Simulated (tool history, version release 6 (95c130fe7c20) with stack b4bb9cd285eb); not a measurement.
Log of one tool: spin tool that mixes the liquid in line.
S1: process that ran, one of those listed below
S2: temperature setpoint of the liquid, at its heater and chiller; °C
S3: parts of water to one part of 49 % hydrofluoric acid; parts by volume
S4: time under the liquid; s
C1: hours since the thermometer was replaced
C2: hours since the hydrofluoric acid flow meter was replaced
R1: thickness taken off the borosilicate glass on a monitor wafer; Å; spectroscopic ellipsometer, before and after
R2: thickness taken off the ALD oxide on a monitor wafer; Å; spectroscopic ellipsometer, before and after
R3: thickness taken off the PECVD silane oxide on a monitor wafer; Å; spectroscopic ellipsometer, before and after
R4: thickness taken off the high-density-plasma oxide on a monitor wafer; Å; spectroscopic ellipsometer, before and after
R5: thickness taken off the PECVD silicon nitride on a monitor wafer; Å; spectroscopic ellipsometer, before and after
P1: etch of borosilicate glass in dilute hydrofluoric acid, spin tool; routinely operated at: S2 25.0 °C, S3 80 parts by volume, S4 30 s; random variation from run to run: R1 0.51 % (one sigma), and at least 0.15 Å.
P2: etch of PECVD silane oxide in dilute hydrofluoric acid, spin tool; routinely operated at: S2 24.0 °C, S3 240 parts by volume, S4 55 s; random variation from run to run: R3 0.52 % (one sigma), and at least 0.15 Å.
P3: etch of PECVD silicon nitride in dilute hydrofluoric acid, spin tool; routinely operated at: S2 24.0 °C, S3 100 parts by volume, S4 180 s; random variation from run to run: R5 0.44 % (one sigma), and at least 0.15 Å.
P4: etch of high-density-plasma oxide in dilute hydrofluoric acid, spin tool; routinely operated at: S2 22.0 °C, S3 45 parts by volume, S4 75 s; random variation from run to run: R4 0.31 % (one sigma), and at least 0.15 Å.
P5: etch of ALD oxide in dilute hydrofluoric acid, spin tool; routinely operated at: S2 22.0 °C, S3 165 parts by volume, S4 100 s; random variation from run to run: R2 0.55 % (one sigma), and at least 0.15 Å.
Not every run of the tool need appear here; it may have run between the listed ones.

| run | hour | S1 | S2 | S3 | S4 | C1 | C2 | R1 | R2 | R3 | R4 | R5 |
|---|---|---|---|---|---|---|---|---|---|---|---|---|
| 1 | 6.4 | P1 | 25.0 | 80 | 30 | 446.1 | 350.9 | 168.830 |  |  |  |  |
| 2 | 17.8 | P1 | 25.0 | 80 | 30 | 457.5 | 362.3 | 169.970 |  |  |  |  |
| 3 | 24.3 | P5 | 22.0 | 165 | 180 | 464.0 | 368.8 |  | 231.540 |  |  |  |
| 4 | 34.1 | P5 | 17.0 | 165 | 100 | 473.8 | 378.6 |  | 105.540 |  |  |  |
| 5 | 45.4 | P1 | 25.0 | 80 | 15 | 485.1 | 389.9 | 85.745 |  |  |  |  |
| 6 | 51.3 | P5 | 22.0 | 165 | 100 | 491.0 | 395.8 |  | 128.250 |  |  |  |
| 7 | 57.5 | P2 | 24.0 | 240 | 110 | 497.2 | 402.0 |  |  | 84.831 |  |  |
| 8 | 63.1 | P1 | 25.0 | 80 | 30 | 502.8 | 407.6 | 170.360 |  |  |  |  |
| 9 | 68.5 | P4 | 22.0 | 45 | 75 | 508.2 | 413.0 |  |  |  | 84.785 |  |
| 10 | 78.1 | P1 | 25.0 | 80 | 45 | 517.8 | 422.6 | 256.620 |  |  |  |  |
| 11 | 89.4 | P4 | 22.0 | 45 | 120 | 529.1 | 433.9 |  |  |  | 136.060 |  |
| 12 | 97.0 | P1 | 19.0 | 80 | 30 | 536.7 | 441.5 | 133.840 |  |  |  |  |
| 13 | 106.2 | P5 | 22.0 | 165 | 100 | 545.9 | 450.7 |  | 128.430 |  |  |  |
| 14 | 112.7 | P1 | 25.0 | 80 | 30 | 552.4 | 457.2 | 171.090 |  |  |  |  |
| 15 | 119.1 | P3 | 24.0 | 100 | 180 | 558.8 | 463.6 |  |  |  |  | 72.121 |
| 16 | 124.2 | P3 | 24.0 | 100 | 70 | 563.9 | 468.7 |  |  |  |  | 27.968 |
| 17 | 131.3 | P1 | 25.0 | 125 | 30 | 571.0 | 475.8 | 102.950 |  |  |  |  |
| 18 | 140.8 | P4 | 29.5 | 45 | 75 | 580.5 | 485.3 |  |  |  | 114.580 |  |
| 19 | 145.9 | P3 | 32.0 | 100 | 180 | 585.6 | 490.4 |  |  |  |  | 121.470 |
| 20 | 157.6 | P4 | 22.0 | 60 | 75 | 597.3 | 502.1 |  |  |  | 62.462 |  |
| 21 | 169.2 | P5 | 22.0 | 255 | 100 | 608.9 | 513.7 |  | 75.509 |  |  |  |
| 22 | 175.7 | P3 | 24.0 | 60 | 180 | 615.4 | 520.2 |  |  |  |  | 119.220 |
| 23 | 185.6 | P1 | 25.0 | 80 | 30 | 625.3 | 530.1 | 171.690 |  |  |  |  |
| 24 | 195.9 | P1 | 30.0 | 80 | 45 | 635.6 | 540.4 | 310.980 |  |  |  |  |
| 25 | 207.6 | P1 | 21.0 | 110 | 30 | 647.3 | 552.1 | 101.730 |  |  |  |  |
| 26 | 213.7 | P2 | 17.0 | 240 | 55 | 653.4 | 558.2 |  |  | 32.650 |  |  |
| 27 | 219.9 | P1 | 29.0 | 80 | 30 | 659.6 | 564.4 | 198.270 |  |  |  |  |
| 28 | 230.3 | P1 | 25.0 | 80 | 30 | 670.0 | 574.8 | 171.210 |  |  |  |  |
| 29 | 236.9 | P2 | 24.0 | 240 | 55 | 676.6 | 581.4 |  |  | 42.785 |  |  |
| 30 | 243.0 | P1 | 25.0 | 25 | 30 | 682.7 | 587.5 | 588.680 |  |  |  |  |
| 31 | 252.0 | P2 | 24.0 | 340 | 55 | 691.7 | 596.5 |  |  | 27.504 |  |  |
| 32 | 257.5 | P1 | 25.0 | 80 | 30 | 697.2 | 602.0 | 171.080 |  |  |  |  |
| 33 | 266.6 | P1 | 25.0 | 80 | 30 | 706.3 | 611.1 | 177.380 |  |  |  |  |
| 34 | 277.5 | P1 | 25.0 | 80 | 30 | 717.2 | 622.0 | 180.350 |  |  |  |  |
| 35 | 287.6 | P1 | 25.0 | 80 | 30 | 727.3 | 632.1 | 182.640 |  |  |  |  |
| 36 | 295.3 | P1 | 25.0 | 80 | 30 | 735.0 | 639.8 | 182.980 |  |  |  |  |
| 37 | 307.0 | P1 | 25.0 | 80 | 30 | 746.7 | 651.5 | 183.060 |  |  |  |  |
| 38 | 315.0 | P1 | 25.0 | 80 | 30 | 754.7 | 659.5 | 183.530 |  |  |  |  |
| 39 | 324.8 | P1 | 25.0 | 80 | 30 | 764.5 | 669.3 | 185.660 |  |  |  |  |

What P1 gives has crept off from where it sat before. The 2 causes that follow fit the log equally well, each at the size noted:
A: liquid hotter than its thermometer reads (K) = 1.97
B: hydrofluoric acid flow above the setpoint (%) = 7.32
The process output started creeping at around hour 257.5.

Below are 4 check runs, each on a single wafer, with their results shown as question marks. Which of them would tell the listed causes apart, meaning the causes would give clearly different results under it?
| check 1 | 334.6 | P4 | 28.0 | 45 | 75 |  |  |  |  |  | ? |  |
| check 2 | 334.6 | P2 | 17.0 | 240 | 55 |  |  |  |  | ? |  |  |
| check 3 | 334.6 | P5 | 22.0 | 165 | 145 |  |  |  | ? |  |  |  |
| check 4 | 334.6 | P3 | 24.0 | 65 | 180 |  |  |  |  |  |  | ? |

What every check run would give for each of its results, assuming each possible cause in turn:
| check | result | if A | if B |
|---|---|---|---|
| check 1 | R4 | 117.110 | 116.750 |
| check 2 | R3 | 35.442 | 35.766 |
| check 3 | R2 | 200.710 | 202.200 |
| check 4 | R5 | 126.330 | 118.790 |
Per check, the gap between the least separated pair of causes, taken in the result that splits them most: check 1 0.31 %; check 2 0.91 %; check 3 0.74 %; check 4 6.16 %
Of the check runs offered, only check 4 discriminates between the causes; the rest would read about the same regardless of which cause applies.

Here is what check 4 returned: R5 126.330 Å. Which cause is it?

The correct cause is A, namely: liquid hotter than its thermometer reads (K).
